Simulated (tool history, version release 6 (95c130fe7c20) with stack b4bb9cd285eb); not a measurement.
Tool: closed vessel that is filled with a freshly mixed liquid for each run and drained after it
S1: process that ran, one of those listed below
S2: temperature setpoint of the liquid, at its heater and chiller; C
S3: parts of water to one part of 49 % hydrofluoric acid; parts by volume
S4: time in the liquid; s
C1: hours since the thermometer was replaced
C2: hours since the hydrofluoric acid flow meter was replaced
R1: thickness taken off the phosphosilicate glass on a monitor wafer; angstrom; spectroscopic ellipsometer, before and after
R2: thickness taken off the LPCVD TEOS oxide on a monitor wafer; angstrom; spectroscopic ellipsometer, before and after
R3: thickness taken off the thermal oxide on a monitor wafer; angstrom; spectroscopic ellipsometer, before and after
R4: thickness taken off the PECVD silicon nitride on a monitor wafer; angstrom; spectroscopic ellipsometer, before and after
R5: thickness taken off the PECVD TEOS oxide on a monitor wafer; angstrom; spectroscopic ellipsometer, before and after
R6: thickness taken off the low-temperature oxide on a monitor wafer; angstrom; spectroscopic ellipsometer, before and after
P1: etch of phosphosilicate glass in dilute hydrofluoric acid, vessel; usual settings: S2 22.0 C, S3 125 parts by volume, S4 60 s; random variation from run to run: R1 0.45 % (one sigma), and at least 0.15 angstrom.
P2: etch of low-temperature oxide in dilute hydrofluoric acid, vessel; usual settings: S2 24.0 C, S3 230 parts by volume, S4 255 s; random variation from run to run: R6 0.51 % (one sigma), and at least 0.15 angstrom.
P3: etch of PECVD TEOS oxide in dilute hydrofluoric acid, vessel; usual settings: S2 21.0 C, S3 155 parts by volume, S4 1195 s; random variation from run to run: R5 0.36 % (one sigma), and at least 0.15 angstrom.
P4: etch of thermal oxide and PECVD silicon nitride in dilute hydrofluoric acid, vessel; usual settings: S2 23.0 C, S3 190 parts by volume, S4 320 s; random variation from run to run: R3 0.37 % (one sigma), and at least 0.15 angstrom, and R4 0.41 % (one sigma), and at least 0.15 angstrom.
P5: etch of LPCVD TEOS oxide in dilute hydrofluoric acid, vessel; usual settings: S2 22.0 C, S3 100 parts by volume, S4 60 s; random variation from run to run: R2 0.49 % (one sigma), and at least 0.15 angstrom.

run	hour	S1	S2	S3	S4	C1	C2	R1	R2	R3	R4	R5	R6
1	9.1	P1	22.0	125	60	358.4	1471.9	513.13					
2	23.0	P1	27.5	125	60	372.3	1485.8	633.58					
3	35.6	P5	22.0	100	60	384.9	1498.4		121.06				
4	48.2	P4	23.0	85	320	397.5	1511.0			180.250	163.740		
5	57.9	P3	17.0	155	1195	407.2	1520.7					496.67	
6	72.7	P3	21.0	45	1195	422.0	1535.5					2281.80	
7	83.5	P2	17.0	230	255	432.8	1546.3						114.350
8	95.6	P1	17.0	125	60	444.9	1558.4	422.94					
9	109.9	P1	17.0	125	90	459.2	1572.7	631.02					
10	125.7	P4	18.5	190	320	475.0	1588.5			59.858	55.362		
# hour 133.8: hydrofluoric acid flow meter replaced
11	137.2	P3	21.0	155	1790	486.5	3.5					876.54	
12	153.1	P2	24.0	230	30	502.4	19.4						17.505
13	170.3	P1	22.0	45	60	519.6	36.6	1562.40					
14	181.7	P1	22.0	125	60	531.0	48.0	513.84					
15	195.5	P1	22.0	125	60	544.8	61.8	515.72					
16	207.3	P1	27.5	50	60	556.6	73.6	1750.30					
17	219.3	P1	22.0	125	30	568.6	85.6	257.51					
18	228.6	P1	22.0	125	95	577.9	94.9	817.03					
19	239.2	P1	22.0	125	60	588.5	105.5	511.67					
20	252.8	P2	24.0	230	255	602.1	119.1						149.130
21	265.5	P1	22.0	125	60	614.8	131.8	515.95					
22	274.3	P3	21.0	155	1195	623.6	140.6					584.88	
23	291.3	P4	23.0	190	320	640.6	157.6			71.301	73.798		
24	305.7	P5	28.5	100	60	655.0	172.0		158.22				
25	315.4	P4	23.0	190	570	664.7	181.7			128.010	132.300		
26	330.5	P4	23.0	190	320	679.8	196.8			72.135	74.034		
27	347.3	P2	24.0	130	255	696.6	213.6						293.670
28	362.3	P5	22.0	100	115	711.6	228.6		232.96				
29	376.8	P5	22.0	100	60	726.1	243.1		121.53				
30	388.1	P3	21.0	155	1195	737.4	254.4					582.86	
31	400.9	P1	22.0	170	60	750.2	267.2	359.94					
32	413.9	P1	27.0	190	60	763.2	280.2	378.10					
33	423.3	P5	22.0	55	60	772.6	289.6		231.38				
34	433.9	P2	24.0	230	255	783.2	300.2						148.940
35	449.1	P1	22.0	125	60	798.4	315.4	515.10					
36	461.3	P1	22.0	125	60	810.6	327.6	497.22					

Run 37 comes next. What will it give?
37	472.0	P1	22.0	125	60	821.3	338.3	?					

R1: 493.85 angstrom
